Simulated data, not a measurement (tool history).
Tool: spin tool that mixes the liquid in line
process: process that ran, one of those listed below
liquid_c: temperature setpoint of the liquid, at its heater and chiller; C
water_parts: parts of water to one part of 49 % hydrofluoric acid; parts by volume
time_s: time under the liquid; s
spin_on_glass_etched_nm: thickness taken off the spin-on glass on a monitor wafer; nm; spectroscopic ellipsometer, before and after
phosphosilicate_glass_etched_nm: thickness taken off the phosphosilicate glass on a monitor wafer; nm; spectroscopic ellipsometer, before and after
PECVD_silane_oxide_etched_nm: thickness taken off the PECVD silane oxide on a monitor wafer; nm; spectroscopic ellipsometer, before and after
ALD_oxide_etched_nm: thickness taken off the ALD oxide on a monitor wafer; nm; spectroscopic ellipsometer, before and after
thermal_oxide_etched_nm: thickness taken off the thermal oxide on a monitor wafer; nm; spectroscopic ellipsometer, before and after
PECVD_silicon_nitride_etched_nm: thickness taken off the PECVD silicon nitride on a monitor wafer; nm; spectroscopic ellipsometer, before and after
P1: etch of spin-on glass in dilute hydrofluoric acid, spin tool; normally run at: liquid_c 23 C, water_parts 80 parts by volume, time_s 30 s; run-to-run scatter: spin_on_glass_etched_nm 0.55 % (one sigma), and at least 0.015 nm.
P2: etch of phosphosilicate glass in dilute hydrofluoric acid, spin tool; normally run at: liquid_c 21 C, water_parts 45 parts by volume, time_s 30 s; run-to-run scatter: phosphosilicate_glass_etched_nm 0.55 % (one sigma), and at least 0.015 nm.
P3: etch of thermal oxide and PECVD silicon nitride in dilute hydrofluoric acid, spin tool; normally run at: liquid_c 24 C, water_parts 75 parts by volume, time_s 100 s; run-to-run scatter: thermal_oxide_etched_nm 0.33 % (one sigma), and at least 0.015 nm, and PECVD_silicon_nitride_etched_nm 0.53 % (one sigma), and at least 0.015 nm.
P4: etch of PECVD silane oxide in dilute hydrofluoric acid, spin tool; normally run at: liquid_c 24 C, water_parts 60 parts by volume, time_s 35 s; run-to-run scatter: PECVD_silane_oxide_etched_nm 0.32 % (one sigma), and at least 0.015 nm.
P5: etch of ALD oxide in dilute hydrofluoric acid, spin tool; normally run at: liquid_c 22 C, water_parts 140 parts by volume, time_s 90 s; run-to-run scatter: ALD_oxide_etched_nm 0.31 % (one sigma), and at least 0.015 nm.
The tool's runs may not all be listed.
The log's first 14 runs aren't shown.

run   hour  process  liquid_c  water_parts  time_s  spin_on_glass_etched_nm  phosphosilicate_glass_etched_nm  PECVD_silane_oxide_etched_nm  ALD_oxide_etched_nm  thermal_oxide_etched_nm  PECVD_silicon_nitride_etched_nm
 15   52.1       P5        22           50      90                                                                                                       40.962
 16   55.9       P1        23           80      30                   12.988
 17   58.8       P1        23           80      30                   12.915
 18   62.7       P1        23           80      60                   26.095
 19   67.3       P4        24           60      55                                                                                  14.718
 20   70.4       P1        23           30      15                    18.43
 21   75.2       P1        23           35      15                   15.768
 22   79.5       P1        23           80      30                   13.078
 23   82.5       P5        22          140      40                                                                                                       5.8388
 24   84.7       P1        23           50      30                   21.615
 25   87.1       P1        23           80      30                   13.057
 26   91.1       P2        21           75      30                                                    33.714
 27   94.5       P3        24           75     100                                                                                                                                  6.43                           7.4194
 28   97.8       P1      17.5           80      15                   5.1337
 29    100       P3        32           75     100                                                                                                                                8.7958                            12.56
     102.2  -- hydrofluoric acid flow meter replaced
 30  104.5       P2        17           45      30                                                    49.931
 31  107.1       P4        24           60      35                                                                                  9.3674
 32    112       P1        23           80      30                   12.938
 33  115.6       P1        23           80      30                   13.036
 34  120.2       P1        23           80      30                   12.694
 35  124.4       P1        23           80      30                   12.394
 36  126.7       P1        23           80      30                   12.149
 37  129.1       P1        23           80      30                   12.379
 38  132.9       P1        23           80      30                   12.106

Run 39 comes next. What will it give?
 39  137.1       P1        23           80      30                        ?

spin_on_glass_etched_nm: 12.194 nm

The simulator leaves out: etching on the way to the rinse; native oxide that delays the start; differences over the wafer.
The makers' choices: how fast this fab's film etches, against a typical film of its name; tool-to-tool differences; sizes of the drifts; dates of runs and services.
